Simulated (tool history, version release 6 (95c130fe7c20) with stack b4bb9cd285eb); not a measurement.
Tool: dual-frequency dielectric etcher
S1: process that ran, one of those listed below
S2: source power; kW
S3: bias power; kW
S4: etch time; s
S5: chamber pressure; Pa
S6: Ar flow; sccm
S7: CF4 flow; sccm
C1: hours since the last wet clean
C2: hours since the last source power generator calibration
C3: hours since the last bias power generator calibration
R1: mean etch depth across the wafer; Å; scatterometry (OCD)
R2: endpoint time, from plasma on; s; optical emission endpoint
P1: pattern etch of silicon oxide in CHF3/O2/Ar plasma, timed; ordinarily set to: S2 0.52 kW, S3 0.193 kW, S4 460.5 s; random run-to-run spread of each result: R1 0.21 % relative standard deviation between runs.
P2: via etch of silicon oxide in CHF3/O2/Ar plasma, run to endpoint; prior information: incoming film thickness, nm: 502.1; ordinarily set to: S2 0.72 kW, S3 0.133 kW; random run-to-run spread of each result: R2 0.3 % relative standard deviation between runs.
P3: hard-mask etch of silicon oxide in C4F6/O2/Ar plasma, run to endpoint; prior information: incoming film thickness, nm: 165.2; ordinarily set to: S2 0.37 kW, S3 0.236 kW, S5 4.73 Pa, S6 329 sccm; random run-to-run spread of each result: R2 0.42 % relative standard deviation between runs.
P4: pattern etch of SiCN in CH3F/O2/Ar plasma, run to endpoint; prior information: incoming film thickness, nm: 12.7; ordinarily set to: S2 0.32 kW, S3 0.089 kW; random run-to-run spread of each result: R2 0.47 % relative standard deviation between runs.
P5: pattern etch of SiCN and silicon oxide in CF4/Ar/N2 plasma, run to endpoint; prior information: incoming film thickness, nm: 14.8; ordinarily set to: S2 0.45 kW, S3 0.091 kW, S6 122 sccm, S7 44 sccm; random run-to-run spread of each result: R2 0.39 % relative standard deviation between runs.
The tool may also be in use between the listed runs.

Run 1, day 0.112: S1 P1, S2 0.52 kW, S3 0.193 kW, S4 460.5 s; C1 269.3; C2 599.6; C3 1519.8. Result: R1 9125.2 Å.
Run 2, day 0.233: S1 P1, S2 0.37 kW, S3 0.193 kW, S4 460.5 s; C1 272.2; C2 602.5; C3 1522.7. Result: R1 8071.7 Å.
Run 3, day 0.388: S1 P2, S2 0.72 kW, S3 0.173 kW; C1 275.9; C2 606.2; C3 1526.4. Result: R2 241.78 s.
Run 4, day 0.6: S1 P4, S2 0.32 kW, S3 0.089 kW; C1 281; C2 611.3; C3 1531.5. Result: R2 33.707 s.
Run 5, day 0.804: S1 P1, S2 0.52 kW, S3 0.193 kW, S4 260 s; C1 285.9; C2 616.2; C3 1536.4. Result: R1 5157.5 Å.
Run 6, day 1.004: S1 P3, S2 0.25 kW, S3 0.236 kW, S5 4.73 Pa, S6 329 sccm; C1 290.7; C2 621; C3 1541.2. Result: R2 59.772 s.
Run 7, day 1.225: S1 P2, S2 0.47 kW, S3 0.133 kW; C1 296; C2 626.3; C3 1546.5. Result: R2 313.44 s.
Run 8, day 1.425: S1 P3, S2 0.37 kW, S3 0.236 kW, S5 3.67 Pa, S6 329 sccm; C1 300.8; C2 631.1; C3 1551.3. Result: R2 50.034 s.
Run 9, day 1.538: S1 P1, S2 0.39 kW, S3 0.12 kW, S4 460.5 s; C1 303.5; C2 633.8; C3 1554. Result: R1 6971.3 Å.
Run 10, day 1.742: S1 P1, S2 0.52 kW, S3 0.244 kW, S4 460.5 s; C1 308.4; C2 638.7; C3 1558.9. Result: R1 9907 Å.
Run 11, day 1.95: S1 P5, S2 0.45 kW, S3 0.057 kW, S6 122 sccm, S7 44 sccm; C1 313.4; C2 643.7; C3 1563.9. Result: R2 19.988 s.
At day 2.071: bias power generator calibrated.
Run 12, day 2.075: S1 P1, S2 0.52 kW, S3 0.149 kW, S4 460.5 s; C1 316.4; C2 646.7; C3 0.1. Result: R1 8382.1 Å.
Run 13, day 2.283: S1 P1, S2 0.52 kW, S3 0.193 kW, S4 460.5 s; C1 321.4; C2 651.7; C3 5.1. Result: R1 9109.5 Å.
Run 14, day 2.45: S1 P1, S2 0.52 kW, S3 0.193 kW, S4 460.5 s; C1 325.4; C2 655.7; C3 9.1. Result: R1 9129.3 Å.
Run 15, day 2.662: S1 P1, S2 0.52 kW, S3 0.193 kW, S4 460.5 s; C1 330.5; C2 660.8; C3 14.2. Result: R1 9111.5 Å.
Run 16, day 2.783: S1 P3, S2 0.37 kW, S3 0.236 kW, S5 4.73 Pa, S6 329 sccm; C1 333.4; C2 663.7; C3 17.1. Result: R2 51.505 s.
Run 17, day 2.879: S1 P5, S2 0.45 kW, S3 0.091 kW, S6 122 sccm, S7 60 sccm; C1 335.7; C2 666; C3 19.4. Result: R2 15.952 s.
Run 18, day 3.104: S1 P4, S2 0.4 kW, S3 0.089 kW; C1 341.1; C2 671.4; C3 24.8. Result: R2 30.781 s.
Run 19, day 3.221: S1 P5, S2 0.63 kW, S3 0.091 kW, S6 122 sccm, S7 44 sccm; C1 343.9; C2 674.2; C3 27.6. Result: R2 12.459 s.
Run 20, day 3.371: S1 P3, S2 0.37 kW, S3 0.308 kW, S5 4.73 Pa, S6 329 sccm; C1 347.5; C2 677.8; C3 31.2. Result: R2 46.803 s.
Run 21, day 3.562: S1 P5, S2 0.45 kW, S3 0.091 kW, S6 160 sccm, S7 44 sccm; C1 352.1; C2 682.4; C3 35.8. Result: R2 17.393 s.
Run 22, day 3.712: S1 P1, S2 0.52 kW, S3 0.193 kW, S4 635.5 s; C1 355.7; C2 686; C3 39.4. Result: R1 12624 Å.
Run 23, day 3.808: S1 P3, S2 0.37 kW, S3 0.236 kW, S5 4.73 Pa, S6 210 sccm; C1 358; C2 688.3; C3 41.7. Result: R2 48.951 s.
Run 24, day 3.946: S1 P2, S2 0.72 kW, S3 0.133 kW; C1 361.3; C2 691.6; C3 45. Result: R2 266.03 s.
Run 25, day 4.067: S1 P1, S2 0.64 kW, S3 0.193 kW, S4 307 s; C1 364.2; C2 694.5; C3 47.9. Result: R1 6584.6 Å.
Run 26, day 4.196: S1 P1, S2 0.52 kW, S3 0.193 kW, S4 460.5 s; C1 367.3; C2 697.6; C3 51. Result: R1 9132.7 Å.
Run 27, day 4.312: S1 P1, S2 0.64 kW, S3 0.193 kW, S4 460.5 s; C1 370.1; C2 700.4; C3 53.8. Result: R1 9910.2 Å.
Run 28, day 4.533: S1 P4, S2 0.32 kW, S3 0.124 kW; C1 375.4; C2 705.7; C3 59.1. Result: R2 29.507 s.
Run 29, day 4.733: S1 P5, S2 0.45 kW, S3 0.091 kW, S6 122 sccm, S7 44 sccm; C1 380.2; C2 710.5; C3 63.9. Result: R2 16.702 s.
Run 30, day 4.867: S1 P1, S2 0.52 kW, S3 0.193 kW, S4 460.5 s; C1 383.4; C2 713.7; C3 67.1. Result: R1 9087.1 Å.
Run 31, day 5.075: S1 P1, S2 0.52 kW, S3 0.193 kW, S4 460.5 s; C1 388.4; C2 718.7; C3 72.1. Result: R1 9207.2 Å.
Run 32, day 5.188: S1 P1, S2 0.52 kW, S3 0.193 kW, S4 460.5 s; C1 391.1; C2 721.4; C3 74.8. Result: R1 9206.3 Å.
Run 33, day 5.35: S1 P1, S2 0.52 kW, S3 0.193 kW, S4 460.5 s; C1 395; C2 725.3; C3 78.7. Result: R1 9214.5 Å.
Run 34, day 5.525: S1 P1, S2 0.52 kW, S3 0.193 kW, S4 460.5 s; C1 399.2; C2 729.5; C3 82.9. Result: R1 9274.9 Å.
Run 35, day 5.738: S1 P1, S2 0.52 kW, S3 0.193 kW, S4 460.5 s; C1 404.3; C2 734.6; C3 88. Result: R1 9246.8 Å.
Run 36, day 5.921: S1 P1, S2 0.52 kW, S3 0.193 kW, S4 460.5 s; C1 408.7; C2 739; C3 92.4. Result: R1 9297.1 Å.
At day 5.988: wet clean of the chamber.
Run 37, day 6.021: S1 P1, S2 0.52 kW, S3 0.193 kW, S4 460.5 s; C1 0.9; C2 741.4; C3 94.8. Result: R1 9293.4 Å.
Run 38, day 6.162: S1 P1, S2 0.52 kW, S3 0.193 kW, S4 460.5 s; C1 4.3; C2 744.8; C3 98.2. Result: R1 9278.5 Å.
Run 39, day 6.292: S1 P1, S2 0.52 kW, S3 0.193 kW, S4 460.5 s; C1 7.4; C2 747.9; C3 101.3. Result: R1 9267 Å.
Run 40, day 6.475: S1 P1, S2 0.52 kW, S3 0.193 kW, S4 460.5 s; C1 11.8; C2 752.3; C3 105.7. Result: R1 9256.9 Å.
Run 41, day 6.638: S1 P1, S2 0.52 kW, S3 0.193 kW, S4 460.5 s; C1 15.7; C2 756.2; C3 109.6. Result: R1 9298.6 Å.

What P1 gives has crept away from where it was. These 2 causes fit the log equally well, each at the size given:
A: source power that arrives over what is set, % = 4.24
B: bias power that arrives over what is set, % = 4.67
Onset of the creep was near day 4.867.
The rest of the possible causes, and what rules out each one:
chamber walls in a state that raises the etch rate, %: maintenance at day 5.988, after the shift began, did not return the process to its former output

Each of the check runs listed below is run on 2 wafers and reports their average, with the results left as question marks. Pick the one under which the possible causes would lead to clearly different results.
Run check 1, day 6.8: S1 P2, S2 0.72 kW, S3 0.167 kW. Result: R2 ?.
Run check 2, day 6.8: S1 P3, S2 0.29 kW, S3 0.306 kW, S5 4.73 Pa, S6 329 sccm. Result: R2 ?.
Run check 3, day 6.8: S1 P4, S2 0.4 kW, S3 0.115 kW. Result: R2 ?.
Run check 4, day 6.8: S1 P5, S2 0.45 kW, S3 0.062 kW, S6 122 sccm, S7 59 sccm. Result: R2 ?.

If the cause were each of the candidates in turn, the checks would give the following:
  check  result    if A    if B
check 1      R2  241.95   242.2
check 2      R2  50.823  50.786
check 3      R2  27.659   27.59
check 4      R2  17.638  18.005
How far apart the two closest causes lie, in the result that separates them most: check 1 0.1 %; check 2 0.07 %; check 3 0.25 %; check 4 2.06 %
Of the check runs offered, only check 4 discriminates between the causes; the rest would read about the same regardless of which cause applies.

Check 4 was then run and gave: R2 17.97 s. Which cause is it?

It is B: bias power that arrives over what is set, %.
